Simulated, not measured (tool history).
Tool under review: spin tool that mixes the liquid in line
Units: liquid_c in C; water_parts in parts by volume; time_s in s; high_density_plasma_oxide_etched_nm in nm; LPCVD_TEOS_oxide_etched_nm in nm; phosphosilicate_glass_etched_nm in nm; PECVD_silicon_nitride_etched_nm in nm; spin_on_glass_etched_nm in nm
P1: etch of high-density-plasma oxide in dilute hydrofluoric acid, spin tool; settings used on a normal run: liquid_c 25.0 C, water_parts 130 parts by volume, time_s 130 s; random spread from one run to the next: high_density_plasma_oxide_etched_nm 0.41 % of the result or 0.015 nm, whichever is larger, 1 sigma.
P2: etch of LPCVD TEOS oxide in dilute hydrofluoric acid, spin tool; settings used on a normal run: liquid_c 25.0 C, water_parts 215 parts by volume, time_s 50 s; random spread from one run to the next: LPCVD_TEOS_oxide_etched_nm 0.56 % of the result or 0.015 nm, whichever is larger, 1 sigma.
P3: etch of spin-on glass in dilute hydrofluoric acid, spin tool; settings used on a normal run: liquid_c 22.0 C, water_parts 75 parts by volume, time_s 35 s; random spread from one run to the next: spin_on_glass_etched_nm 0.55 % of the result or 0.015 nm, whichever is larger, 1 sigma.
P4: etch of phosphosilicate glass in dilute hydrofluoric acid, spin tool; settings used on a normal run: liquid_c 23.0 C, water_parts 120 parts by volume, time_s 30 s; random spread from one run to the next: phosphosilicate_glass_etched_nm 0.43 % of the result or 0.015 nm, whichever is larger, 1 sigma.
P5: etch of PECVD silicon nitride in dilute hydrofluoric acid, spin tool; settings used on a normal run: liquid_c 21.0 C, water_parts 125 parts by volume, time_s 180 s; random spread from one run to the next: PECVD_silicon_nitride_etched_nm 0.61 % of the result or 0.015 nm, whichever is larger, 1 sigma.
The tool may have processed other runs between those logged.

run   hour  process  liquid_c  water_parts  time_s  hours since the thermometer was replaced  hours since the hydrofluoric acid flow meter was replaced  high_density_plasma_oxide_etched_nm  LPCVD_TEOS_oxide_etched_nm  phosphosilicate_glass_etched_nm  PECVD_silicon_nitride_etched_nm  spin_on_glass_etched_nm
  1    7.7       P1      25.0          130     130                                     502.4                                                      863.1                               5.1053
  2   13.8       P2      25.0          215      50                                     508.5                                                      869.2                                                           9.2762
  3   18.9       P1      25.0          130     130                                     513.6                                                      874.3                               5.1405
  4   26.2       P1      25.0          130      55                                     520.9                                                      881.6                               2.1954
  5   30.7       P4      23.0          120      30                                     525.4                                                      886.1                                                                                            40.530
  6   38.6       P2      25.0          215      20                                     533.3                                                      894.0                                                           3.7333
  7   44.8       P5      21.0          125     180                                     539.5                                                      900.2                                                                                                                            3.77150
  8   49.1       P5      17.0          125     180                                     543.8                                                      904.5                                                                                                                            2.90930
  9   55.5       P3      22.0           75      65                                     550.2                                                      910.9                                                                                                                                                      56.994
 10   62.5       P1      33.0           45     130                                     557.2                                                      917.9                              22.6670
 11   69.1       P1      25.0          130     130                                     563.8                                                      924.5                               5.1623
 12   74.8       P4      23.0          220      30                                     569.5                                                      930.2                                                                                            19.755
 13   81.6       P4      23.0          120      15                                     576.3                                                      937.0                                                                                            20.334
 14   85.7       P2      29.5          215      50                                     580.4                                                      941.1                                                          10.8960
 15   90.6       P5      21.0          170     180                                     585.3                                                      946.0                                                                                                                            2.79890
 16   97.0       P1      25.0          205     130                                     591.7                                                      952.4                               3.0006
 17  101.3       P2      25.0          215      50                                     596.0                                                      956.7                                                           9.2066
 18  106.9       P1      25.0          130     240                                     601.6                                                      962.3                               9.5333
 19  113.3       P4      31.0          120      30                                     608.0                                                      968.7                                                                                            54.588
 20  119.8       P1      25.0          130     130                                     614.5                                                      975.2                               5.1675
 21  124.0       P1      25.0           40     130                                     618.7                                                      979.4                              18.6310
 22  128.0       P1      29.5          130     130                                     622.7                                                      983.4                               6.0812
 23  136.0       P5      21.0          125      20                                     630.7                                                      991.4                                                                                                                            0.41528
 24  143.8       P1      25.0          130     130                                     638.5                                                      999.2                               5.1345
 25  151.6       P3      22.0           75      35                                     646.3                                                     1007.0                                                                                                                                                      30.322
 26  156.3       P3      28.5           75      35                                     651.0                                                     1011.7                                                                                                                                                      39.456
 27  160.4       P3      22.0           35      35                                     655.1                                                     1015.8                                                                                                                                                      68.393
 28  169.1       P2      25.0          295      50                                     663.8                                                     1024.5                                                           6.2171
 29  177.6       P1      19.0          130     130                                     672.3                                                     1033.0                               4.0766
 30  182.5       P1      25.0          130     130                                     677.2                                                     1037.9                               5.1885
 31  188.2       P1      25.0          130     130                                     682.9                                                     1043.6                               4.9816
 32  193.4       P1      25.0          130     130                                     688.1                                                     1048.8                               4.8886
 33  200.6       P1      25.0          130     130                                     695.3                                                     1056.0                               4.8097
 34  205.8       P1      25.0          130     130                                     700.5                                                     1061.2                               4.7663
 35  212.8       P1      25.0          130     130                                     707.5                                                     1068.2                               4.7866
 36  220.9       P1      25.0          130     130                                     715.6                                                     1076.3                               4.7582
 37  225.5       P1      25.0          130     130                                     720.2                                                     1080.9                               4.7075
 38  229.8       P1      25.0          130     130                                     724.5                                                     1085.2                               4.7205
 39  234.2       P1      25.0          130     130                                     728.9                                                     1089.6                               4.7313
 40  241.0       P1      25.0          130     130                                     735.7                                                     1096.4                               4.7080

Something has made what P1 gives creep away from where it was; the 2 causes below, each at its own stated size, fit the log equally well:
A: liquid colder than its thermometer reads (K) = 2.34
B: hydrofluoric acid flow below the setpoint (%) = 7.52
The creep began at about hour 182.5.

Below are 4 check runs, each on a single wafer, with their results shown as question marks. Which of them would tell the listed causes apart, meaning the causes would give clearly different results under it?
check 1  247.8       P3      22.0           75      35                                                                                                                                                                                                                                                                ?
check 2  247.8       P5      21.0          125     180                                                                                                                                                                                                                                       ?
check 3  247.8       P4      23.0          120      30                                                                                                                                                                                                      ?
check 4  247.8       P2      25.0          215      50                                                                                                                                                                     ?

Outcome of each check run for each possible cause:
  check                           result     if A     if B
check 1          spin_on_glass_etched_nm   27.574   27.891
check 2  PECVD_silicon_nitride_etched_nm  3.23020  3.50470
check 3  phosphosilicate_glass_etched_nm   36.908   37.049
check 4       LPCVD_TEOS_oxide_etched_nm   8.5312   8.4372
Minimum pairwise separation of causes per check, each pair taken at its best-separating result: check 1 1.14 %; check 2 8.16 %; check 3 0.38 %; check 4 1.11 %
Only in check 2 would the causes give clearly different results; in the remaining checks their results would be nearly the same.

Check 2 was then run and gave: PECVD_silicon_nitride_etched_nm 3.28560 nm. Which cause is it?

It is A: liquid colder than its thermometer reads (K).
